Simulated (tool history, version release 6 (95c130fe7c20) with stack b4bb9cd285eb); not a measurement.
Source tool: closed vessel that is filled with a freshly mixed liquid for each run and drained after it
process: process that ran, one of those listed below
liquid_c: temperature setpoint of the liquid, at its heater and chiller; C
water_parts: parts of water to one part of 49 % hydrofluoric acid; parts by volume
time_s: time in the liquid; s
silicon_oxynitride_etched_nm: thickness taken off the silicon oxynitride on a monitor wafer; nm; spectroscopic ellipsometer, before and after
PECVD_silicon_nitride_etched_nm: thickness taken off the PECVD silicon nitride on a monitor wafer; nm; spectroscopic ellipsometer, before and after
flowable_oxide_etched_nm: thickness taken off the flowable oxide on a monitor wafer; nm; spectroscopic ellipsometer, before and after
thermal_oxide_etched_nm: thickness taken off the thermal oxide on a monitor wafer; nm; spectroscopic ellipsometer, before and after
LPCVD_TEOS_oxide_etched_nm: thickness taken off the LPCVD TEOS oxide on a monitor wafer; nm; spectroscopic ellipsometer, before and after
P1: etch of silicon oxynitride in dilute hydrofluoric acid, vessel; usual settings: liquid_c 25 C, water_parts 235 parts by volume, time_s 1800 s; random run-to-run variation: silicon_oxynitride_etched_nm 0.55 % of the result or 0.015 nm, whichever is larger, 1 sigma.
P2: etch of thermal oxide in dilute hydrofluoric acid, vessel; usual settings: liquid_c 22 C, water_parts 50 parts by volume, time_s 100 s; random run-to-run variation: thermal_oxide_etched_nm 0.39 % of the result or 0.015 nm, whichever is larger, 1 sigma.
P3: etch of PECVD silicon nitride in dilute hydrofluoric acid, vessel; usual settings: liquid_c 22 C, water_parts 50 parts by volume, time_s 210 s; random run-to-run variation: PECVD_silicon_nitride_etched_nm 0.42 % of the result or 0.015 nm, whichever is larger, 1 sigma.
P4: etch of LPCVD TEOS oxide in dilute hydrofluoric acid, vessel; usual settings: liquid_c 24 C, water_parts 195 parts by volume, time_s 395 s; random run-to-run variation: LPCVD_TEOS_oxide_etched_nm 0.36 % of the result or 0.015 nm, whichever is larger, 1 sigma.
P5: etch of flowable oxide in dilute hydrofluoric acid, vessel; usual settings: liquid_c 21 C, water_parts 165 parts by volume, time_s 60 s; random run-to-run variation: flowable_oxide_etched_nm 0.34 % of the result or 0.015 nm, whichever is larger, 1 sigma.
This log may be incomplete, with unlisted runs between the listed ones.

run	hour	process	liquid_c	water_parts	time_s	silicon_oxynitride_etched_nm	PECVD_silicon_nitride_etched_nm	flowable_oxide_etched_nm	thermal_oxide_etched_nm	LPCVD_TEOS_oxide_etched_nm
1	7.4	P1	25	235	1800	21.524				
2	12.9	P1	25	390	1800	11.539				
3	21.4	P1	25	235	3270	38.889				
4	27.9	P3	22	25	210		24.947			
5	34.7	P5	21	165	115			32.82		
6	42.7	P2	30	50	100				13.555	
7	48.7	P1	25	235	1800	21.494				
8	57.1	P1	25	235	645	7.6481				
9	62.1	P1	17	235	1800	14.923				
10	67.1	P1	25	235	1800	21.202				
11	73.5	P4	24	195	30					2.9207
12	79.6	P1	29.5	235	1800	25.796				
13	87.4	P2	22	50	190				18.652	
14	95.4	P1	19.5	235	295	2.7567				
15	100.4	P4	24	320	395					20.754
16	106.4	P4	17	195	395					29.533
17	115.1	P4	24	195	395					38.608
18	119.8	P5	21	85	60			36.65		
19	127.4	P5	17	165	60			14.729		
20	136.2	P1	31.5	415	1800	13.716				
21	143.6	P1	25	235	1800	21.26				
22	151.8	P4	24	195	395					38.636
23	155.8	P2	22	50	100				9.6949	
24	162.3	P1	25	35	1800	168.43				
25	171.4	P1	25	235	1800	21.608				
26	180.3	P2	22	90	100				5.2072	
27	186.6	P1	25	235	1800	21.339				
28	193.8	P3	22	50	210		12.773			
29	202.6	P5	21	165	60			17.17		
30	207.1	P3	29	50	210		20.364			
31	212.3	P3	22	50	40		2.4256			
32	217.6	P2	22	50	100				9.8234	
33	225.4	P1	25	235	1800	21.391				
34	234.4	P1	25	235	1800	22.079				
35	242.4	P1	25	235	1800	22.874				
36	251	P1	25	235	1800	23.185				
37	255.2	P1	25	235	1800	23.083				
38	262.3	P1	25	235	1800	23.245				
39	271.3	P1	25	235	1800	23.382				
40	278.8	P1	25	235	1800	23.369				
41	286.1	P1	25	235	1800	23.581				
42	290.1	P1	25	235	1800	23.258				

The log shows P1 creeping away from where it was. Any of the 2 causes listed here, at the size stated for it, fits the log just as well as the others:
A: hydrofluoric acid flow above the setpoint (%) = 7.48
B: liquid hotter than its thermometer reads (K) = 1.98
At approximately hour 225.4, the process output began to creep.

4 check runs are offered, one wafer each, their results left as question marks. Which one tells the causes apart?
check 1	294.1	P4	18	195	110					?
check 2	294.1	P2	22	50	175				?	
check 3	294.1	P3	28.5	50	210		?			
check 4	294.1	P5	17	165	90			?		

Outcome of each check run for each possible cause:
check	result	if A	if B
check 1	LPCVD_TEOS_oxide_etched_nm	9.3165	9.247
check 2	thermal_oxide_etched_nm	18.534	18.638
check 3	PECVD_silicon_nitride_etched_nm	21.223	22.469
check 4	flowable_oxide_etched_nm	23.861	23.78
Separation of the two closest causes in each check, using whichever result separates them best: check 1 0.75 %; check 2 0.56 %; check 3 5.71 %; check 4 0.34 %
Only check 3 tells the causes apart: in the others they would give nearly the same result.

After running check 3, the following was obtained: PECVD_silicon_nitride_etched_nm 21.167 nm. Which cause does this point to?

It is A: hydrofluoric acid flow above the setpoint (%).
